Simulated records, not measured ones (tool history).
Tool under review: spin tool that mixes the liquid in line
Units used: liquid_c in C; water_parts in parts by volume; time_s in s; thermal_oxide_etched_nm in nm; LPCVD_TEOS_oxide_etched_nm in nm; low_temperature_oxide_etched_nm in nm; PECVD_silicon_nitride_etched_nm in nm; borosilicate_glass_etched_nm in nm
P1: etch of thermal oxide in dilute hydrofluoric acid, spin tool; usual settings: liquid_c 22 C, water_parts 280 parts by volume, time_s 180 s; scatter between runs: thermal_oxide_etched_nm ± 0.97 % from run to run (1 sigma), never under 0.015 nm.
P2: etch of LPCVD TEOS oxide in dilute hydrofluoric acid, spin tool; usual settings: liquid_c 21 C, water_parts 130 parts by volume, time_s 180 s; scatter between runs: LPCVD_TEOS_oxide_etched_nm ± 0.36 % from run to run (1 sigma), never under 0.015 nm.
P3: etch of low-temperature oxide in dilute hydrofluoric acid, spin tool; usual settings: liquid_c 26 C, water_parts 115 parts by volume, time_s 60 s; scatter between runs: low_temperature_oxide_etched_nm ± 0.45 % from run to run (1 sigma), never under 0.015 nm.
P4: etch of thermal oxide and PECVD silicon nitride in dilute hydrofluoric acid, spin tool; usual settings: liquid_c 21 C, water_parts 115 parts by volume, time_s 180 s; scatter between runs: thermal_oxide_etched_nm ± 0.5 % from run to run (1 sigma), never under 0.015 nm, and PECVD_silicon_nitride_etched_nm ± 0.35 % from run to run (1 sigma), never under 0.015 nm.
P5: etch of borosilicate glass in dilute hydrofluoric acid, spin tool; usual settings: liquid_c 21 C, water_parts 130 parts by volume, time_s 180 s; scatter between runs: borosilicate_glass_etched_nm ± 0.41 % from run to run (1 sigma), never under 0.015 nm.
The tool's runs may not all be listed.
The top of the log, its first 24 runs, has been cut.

run,hour,process,liquid_c,water_parts,time_s,hours since the thermometer was replaced,hours since the hydrofluoric acid flow meter was replaced,thermal_oxide_etched_nm,LPCVD_TEOS_oxide_etched_nm,low_temperature_oxide_etched_nm,PECVD_silicon_nitride_etched_nm,borosilicate_glass_etched_nm
25,304.6,P1,22,280,180,2295.9,80.1,2.1495,,,,
26,317.1,P1,22,280,180,2308.4,92.6,2.1302,,,,
27,323.9,P2,21,235,180,2315.2,99.4,,12.271,,,
28,338.5,P1,26,280,180,2329.8,114,2.4987,,,,
29,346.3,P4,21,115,180,2337.6,121.8,6.4557,,,7.2215,
30,353.3,P2,17,130,180,2344.6,128.8,,21.006,,,
31,363.1,P4,21,115,340,2354.4,138.6,12.21,,,13.645,
32,375.5,P1,22,280,180,2366.8,151,2.111,,,,
33,387.4,P1,22,280,180,2378.7,162.9,2.2395,,,,
34,399.3,P1,22,280,180,2390.6,174.8,2.249,,,,

The next listed run, before its measurement:
35,412,P1,22,280,180,2403.3,187.5,?,,,,

Run 35 came out at thermal_oxide_etched_nm 2.2649 nm.
